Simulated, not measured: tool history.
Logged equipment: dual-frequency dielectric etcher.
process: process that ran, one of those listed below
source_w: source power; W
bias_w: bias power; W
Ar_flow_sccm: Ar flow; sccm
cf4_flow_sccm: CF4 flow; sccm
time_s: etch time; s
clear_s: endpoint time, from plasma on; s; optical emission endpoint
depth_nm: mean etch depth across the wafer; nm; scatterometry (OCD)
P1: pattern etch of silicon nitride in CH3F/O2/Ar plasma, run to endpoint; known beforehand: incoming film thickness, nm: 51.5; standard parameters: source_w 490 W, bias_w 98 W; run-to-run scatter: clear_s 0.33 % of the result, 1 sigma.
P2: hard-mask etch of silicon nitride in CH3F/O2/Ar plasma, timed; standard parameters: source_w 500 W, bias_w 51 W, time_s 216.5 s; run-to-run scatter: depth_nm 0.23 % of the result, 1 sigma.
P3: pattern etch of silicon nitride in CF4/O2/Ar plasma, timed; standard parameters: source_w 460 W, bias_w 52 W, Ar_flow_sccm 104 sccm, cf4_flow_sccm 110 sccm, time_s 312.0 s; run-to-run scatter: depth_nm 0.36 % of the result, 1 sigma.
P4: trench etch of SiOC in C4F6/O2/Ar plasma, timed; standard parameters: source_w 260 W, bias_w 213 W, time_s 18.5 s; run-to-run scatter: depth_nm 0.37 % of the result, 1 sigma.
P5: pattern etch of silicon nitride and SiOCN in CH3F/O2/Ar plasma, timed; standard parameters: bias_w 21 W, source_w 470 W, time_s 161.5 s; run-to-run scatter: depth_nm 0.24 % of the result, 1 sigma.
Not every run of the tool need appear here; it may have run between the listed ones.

Run 1, hour 8.7: process P1, source_w 490 W, bias_w 98 W. Result: clear_s 62.201 s.
Run 2, hour 14.8: process P1, source_w 590 W, bias_w 66 W. Result: clear_s 66.470 s.
Run 3, hour 19.4: process P1, source_w 490 W, bias_w 98 W. Result: clear_s 62.370 s.
Run 4, hour 27.0: process P3, source_w 460 W, bias_w 52 W, Ar_flow_sccm 104 sccm, cf4_flow_sccm 110 sccm, time_s 312.0 s. Result: depth_nm 566.830 nm.
Run 5, hour 36.7: process P5, source_w 470 W, bias_w 17 W, time_s 161.5 s. Result: depth_nm 20.750 nm.
Run 6, hour 44.3: process P3, source_w 340 W, bias_w 52 W, Ar_flow_sccm 104 sccm, cf4_flow_sccm 110 sccm, time_s 312.0 s. Result: depth_nm 436.290 nm.
Run 7, hour 49.7: process P2, source_w 500 W, bias_w 51 W, time_s 299.5 s. Result: depth_nm 201.300 nm.
Run 8, hour 57.9: process P3, source_w 460 W, bias_w 52 W, Ar_flow_sccm 104 sccm, cf4_flow_sccm 70 sccm, time_s 312.0 s. Result: depth_nm 532.110 nm.
Run 9, hour 66.5: process P1, source_w 390 W, bias_w 117 W. Result: clear_s 63.871 s.
Run 10, hour 73.9: process P2, source_w 500 W, bias_w 51 W, time_s 216.5 s. Result: depth_nm 145.840 nm.
Run 11, hour 83.0: process P4, source_w 260 W, bias_w 213 W, time_s 18.5 s. Result: depth_nm 34.988 nm.
Run 12, hour 88.3: process P1, source_w 490 W, bias_w 98 W. Result: clear_s 62.133 s.
Run 13, hour 97.9: process P4, source_w 190 W, bias_w 213 W, time_s 18.5 s. Result: depth_nm 31.064 nm.
Run 14, hour 103.2: process P2, source_w 300 W, bias_w 51 W, time_s 216.5 s. Result: depth_nm 118.960 nm.
Run 15, hour 111.9: process P5, source_w 630 W, bias_w 21 W, time_s 161.5 s. Result: depth_nm 25.267 nm.
Run 16, hour 119.7: process P2, source_w 500 W, bias_w 68 W, time_s 216.5 s. Result: depth_nm 159.830 nm.
Run 17, hour 128.5: process P5, source_w 470 W, bias_w 21 W, time_s 161.5 s. Result: depth_nm 22.773 nm.
At hour 131.4: wet clean of the chamber.
Run 18, hour 138.7: process P1, source_w 380 W, bias_w 98 W. Result: clear_s 68.374 s.
Run 19, hour 147.4: process P1, source_w 660 W, bias_w 75 W. Result: clear_s 61.035 s.
Run 20, hour 152.0: process P4, source_w 260 W, bias_w 213 W, time_s 11.5 s. Result: depth_nm 21.756 nm.
Run 21, hour 161.8: process P5, source_w 470 W, bias_w 21 W, time_s 202.5 s. Result: depth_nm 28.601 nm.
Run 22, hour 167.5: process P1, source_w 490 W, bias_w 98 W. Result: clear_s 62.394 s.
Run 23, hour 176.6: process P1, source_w 490 W, bias_w 118 W. Result: clear_s 58.298 s.
Run 24, hour 182.0: process P4, source_w 260 W, bias_w 213 W, time_s 18.5 s. Result: depth_nm 34.831 nm.
Run 25, hour 190.2: process P4, source_w 260 W, bias_w 275 W, time_s 18.5 s. Result: depth_nm 38.360 nm.
Run 26, hour 197.6: process P3, source_w 460 W, bias_w 52 W, Ar_flow_sccm 104 sccm, cf4_flow_sccm 110 sccm, time_s 175.5 s. Result: depth_nm 319.550 nm.
Run 27, hour 203.8: process P3, source_w 460 W, bias_w 52 W, Ar_flow_sccm 70 sccm, cf4_flow_sccm 110 sccm, time_s 312.0 s. Result: depth_nm 592.200 nm.
Run 28, hour 213.8: process P1, source_w 490 W, bias_w 98 W. Result: clear_s 62.092 s.
At hour 222.1: source power generator calibrated.
Run 29, hour 222.4: process P3, source_w 460 W, bias_w 62 W, Ar_flow_sccm 104 sccm, cf4_flow_sccm 110 sccm, time_s 312.0 s. Result: depth_nm 604.970 nm.
Run 30, hour 229.0: process P1, source_w 490 W, bias_w 98 W. Result: clear_s 62.116 s.
Run 31, hour 238.0: process P1, source_w 490 W, bias_w 61 W. Result: clear_s 73.459 s.
Run 32, hour 243.4: process P1, source_w 610 W, bias_w 98 W. Result: clear_s 57.576 s.
Run 33, hour 249.6: process P2, source_w 500 W, bias_w 51 W, time_s 216.5 s. Result: depth_nm 145.240 nm.
Run 34, hour 255.4: process P3, source_w 460 W, bias_w 52 W, Ar_flow_sccm 104 sccm, cf4_flow_sccm 110 sccm, time_s 312.0 s. Result: depth_nm 567.110 nm.
Run 35, hour 260.2: process P1, source_w 490 W, bias_w 98 W. Result: clear_s 62.249 s.
Run 36, hour 267.3: process P1, source_w 490 W, bias_w 98 W. Result: clear_s 62.395 s.
Run 37, hour 277.5: process P1, source_w 490 W, bias_w 98 W. Result: clear_s 62.981 s.
Run 38, hour 282.9: process P1, source_w 490 W, bias_w 98 W. Result: clear_s 63.349 s.
Run 39, hour 293.3: process P1, source_w 490 W, bias_w 98 W. Result: clear_s 63.526 s.
Run 40, hour 298.0: process P1, source_w 490 W, bias_w 98 W. Result: clear_s 63.209 s.
At hour 301.6: wet clean of the chamber.
Run 41, hour 307.5: process P1, source_w 490 W, bias_w 98 W. Result: clear_s 63.151 s.
Run 42, hour 317.3: process P1, source_w 490 W, bias_w 98 W. Result: clear_s 63.193 s.
Run 43, hour 324.4: process P1, source_w 490 W, bias_w 98 W. Result: clear_s 63.557 s.
Run 44, hour 330.7: process P1, source_w 490 W, bias_w 98 W. Result: clear_s 63.277 s.
Run 45, hour 339.8: process P1, source_w 490 W, bias_w 98 W. Result: clear_s 63.081 s.
Run 46, hour 347.9: process P1, source_w 490 W, bias_w 98 W. Result: clear_s 63.451 s.

What P1 gives has crept off from where it sat before. The 2 causes that follow fit the log equally well, each at the size noted:
A: source power that arrives under what is set, % = 4.35
B: bias power that arrives under what is set, % = 4.53
At approximately hour 260.2, the process output began to creep.
Every other cause this tool's parts could produce, and why it does not fit the log:
chamber walls in a state that lowers the etch rate, %: serviced at hour 301.6, after the change had begun; the process did not return to its earlier output

Below are 4 check runs, each averaged over 2 wafers, with their results shown as question marks. Which of them would give clearly different results depending on which cause is behind the drift?
Run check 1, hour 356.0: process P3, source_w 460 W, bias_w 52 W, Ar_flow_sccm 104 sccm, cf4_flow_sccm 76 sccm, time_s 188.5 s. Result: depth_nm ?.
Run check 2, hour 356.0: process P4, source_w 220 W, bias_w 213 W, time_s 18.5 s. Result: depth_nm ?.
Run check 3, hour 356.0: process P5, source_w 540 W, bias_w 18 W, time_s 161.5 s. Result: depth_nm ?.
Run check 4, hour 356.0: process P2, source_w 340 W, bias_w 51 W, time_s 216.5 s. Result: depth_nm ?.

What every check run would give for each of its results, assuming each possible cause in turn:
  check    result     if A     if B
check 1  depth_nm  314.800  321.240
check 2  depth_nm   32.319   32.357
check 3  depth_nm   22.000   21.930
check 4  depth_nm  122.860  123.160
Distance between the nearest two causes, measured in the result of the check that separates them most: check 1 2.02 %; check 2 0.12 %; check 3 0.32 %; check 4 0.25 %
The other checks would show nearly matching results whichever cause is true, so check 1 is the only one that separates the causes.

Check 1 was then run and gave: depth_nm 315.310 nm. Which cause is it?

The correct cause is A, namely: source power that arrives under what is set, %.
